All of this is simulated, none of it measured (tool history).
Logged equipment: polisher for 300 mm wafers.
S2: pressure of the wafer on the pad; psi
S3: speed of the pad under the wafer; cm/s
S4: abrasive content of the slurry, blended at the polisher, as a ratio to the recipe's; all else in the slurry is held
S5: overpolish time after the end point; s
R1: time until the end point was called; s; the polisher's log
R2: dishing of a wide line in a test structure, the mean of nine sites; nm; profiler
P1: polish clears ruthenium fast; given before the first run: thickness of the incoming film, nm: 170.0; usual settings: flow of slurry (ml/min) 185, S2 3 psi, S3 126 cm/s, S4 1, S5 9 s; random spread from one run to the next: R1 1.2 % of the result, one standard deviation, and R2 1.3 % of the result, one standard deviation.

run 1 day=0.492 | flow_of_slurry_(ml/min)=185 S2=3 S3=126 S4=1 S5=9 | R1=36.004 R2=33.795
run 2 day=0.783 | flow_of_slurry_(ml/min)=125 S2=3 S3=86 S4=1 S5=9 | R1=56.713 R2=22.723
run 3 day=1.079 | flow_of_slurry_(ml/min)=185 S2=3 S3=126 S4=1.3 S5=9 | R1=32.65 R2=37.442
run 4 day=1.375 | flow_of_slurry_(ml/min)=185 S2=3 S3=126 S4=1 S5=4 | R1=36.293 R2=16.405
run 5 day=1.7 | flow_of_slurry_(ml/min)=185 S2=3 S3=126 S4=1 S5=9 | R1=36.217 R2=34.011
run 6 day=2.158 | flow_of_slurry_(ml/min)=185 S2=1.7 S3=126 S4=1 S5=9 | R1=65.039 R2=20.049
run 7 day=2.683 | flow_of_slurry_(ml/min)=185 S2=3 S3=126 S4=1 S5=9 | R1=36.535 R2=33.402
run 8 day=3.029 | flow_of_slurry_(ml/min)=185 S2=3 S3=126 S4=1 S5=13 | R1=36.686 R2=47.687
run 9 day=3.458 | flow_of_slurry_(ml/min)=185 S2=3 S3=126 S4=1 S5=9 | R1=37.282 R2=33.888
run 10 day=3.808 | flow_of_slurry_(ml/min)=185 S2=3 S3=74 S4=1 S5=9 | R1=61.877 R2=20.667
run 11 day=4.325 | flow_of_slurry_(ml/min)=185 S2=3 S3=126 S4=1 S5=9 | R1=37.051 R2=34.078
run 12 day=4.825 | flow_of_slurry_(ml/min)=115 S2=3 S3=126 S4=1 S5=9 | R1=40.305 R2=31.521
run 13 day=5.329 | flow_of_slurry_(ml/min)=185 S2=3 S3=126 S4=0.7 S5=3 | R1=44.198 R2=10.231
run 14 day=5.612 | flow_of_slurry_(ml/min)=185 S2=3 S3=126 S4=1 S5=9 | R1=35.761 R2=33.74
run 15 day=6.038 | flow_of_slurry_(ml/min)=280 S2=3 S3=126 S4=1 S5=9 | R1=34.778 R2=35.403
run 16 day=6.562 | flow_of_slurry_(ml/min)=185 S2=4.6 S3=126 S4=1 S5=9 | R1=23.63 R2=49.685
run 17 day=6.992 | flow_of_slurry_(ml/min)=185 S2=3 S3=126 S4=0.65 S5=9 | R1=45.99 R2=28.221
run 18 day=7.246 | flow_of_slurry_(ml/min)=185 S2=3 S3=188 S4=1 S5=9 | R1=24.377 R2=48.143
run 19 day=7.533 | flow_of_slurry_(ml/min)=185 S2=3 S3=126 S4=1 S5=9 | R1=36.828 R2=33.78
run 20 day=8.071 | flow_of_slurry_(ml/min)=185 S2=2.3 S3=58 S4=1 S5=9 | R1=106.62 R2=12.548
run 21 day=8.575 | flow_of_slurry_(ml/min)=185 S2=3 S3=126 S4=1 S5=9 | R1=35.63 R2=33.699
run 22 day=9.062 | flow_of_slurry_(ml/min)=185 S2=3 S3=126 S4=1 S5=9 | R1=37.992 R2=32.562
run 23 day=9.546 | flow_of_slurry_(ml/min)=185 S2=3 S3=126 S4=1 S5=9 | R1=38.662 R2=31.951
run 24 day=9.783 | flow_of_slurry_(ml/min)=185 S2=3 S3=126 S4=1 S5=9 | R1=39.44 R2=31.638
-- day=10.208 slurry blender recalibrated
run 25 day=10.233 | flow_of_slurry_(ml/min)=185 S2=3 S3=126 S4=1 S5=9 | R1=39.23 R2=31.307
-- day=10.367 head pressure recalibrated
run 26 day=10.617 | flow_of_slurry_(ml/min)=185 S2=3 S3=126 S4=1 S5=9 | R1=40.209 R2=31.575
run 27 day=10.983 | flow_of_slurry_(ml/min)=185 S2=3 S3=126 S4=1 S5=9 | R1=40.736 R2=31.618

What P1 gives has crept away from where it was. These 2 causes fit the log equally well, each at the size given:
A: slurry flow missing at the pad, % = 38.8
B: removal rate lost through wear of the pad, % = 8.39
The drift started at roughly day 8.575.
Excluded causes, each with its reason:
head's pressure below its setpoint, %: serviced at day 10.367, after the change had begun; the process did not return to its earlier output
abrasive missing from the slurry, %: serviced at day 10.208, after the change had begun; the process did not return to its earlier output

Of the 4 check runs below, each run on 5 wafers with the results averaged and each result still a question mark, which one would tell the listed causes apart?
run check 1 day=11.35 | flow_of_slurry_(ml/min)=185 S2=3 S3=126 S4=1 S5=5 | R1=? R2=?
run check 2 day=11.35 | flow_of_slurry_(ml/min)=185 S2=3 S3=152 S4=1 S5=9 | R1=? R2=?
run check 3 day=11.35 | flow_of_slurry_(ml/min)=185 S2=4.3 S3=126 S4=1 S5=6 | R1=? R2=?
run check 4 day=11.35 | flow_of_slurry_(ml/min)=115 S2=3 S3=126 S4=1 S5=4 | R1=? R2=?

What each check would give under each cause:
check=check_1 result=R1 if_A=40.048 if_B=40.045
check=check_1 result=R2 if_A=18.211 if_B=18.212
check=check_2 result=R1 if_A=33.198 if_B=33.195
check=check_2 result=R2 if_A=37.18 if_B=37.182
check=check_3 result=R1 if_A=27.94 if_B=27.939
check=check_3 result=R2 if_A=30.153 if_B=30.155
check=check_4 result=R1 if_A=45.638 if_B=43.566
check=check_4 result=R2 if_A=12.989 if_B=13.582
Minimum pairwise separation of causes per check, each pair taken at its best-separating result: check 1 0.01 %; check 2 0.01 %; check 3 0.01 %; check 4 4.65 %
Check 4 distinguishes between the causes, while the remaining checks would return nearly the same result for all of them.

With check 4 done, the readings were: R1 45.657 s; R2 12.987 nm. Identify which of the listed causes applies.

A is the cause: slurry flow missing at the pad, %.
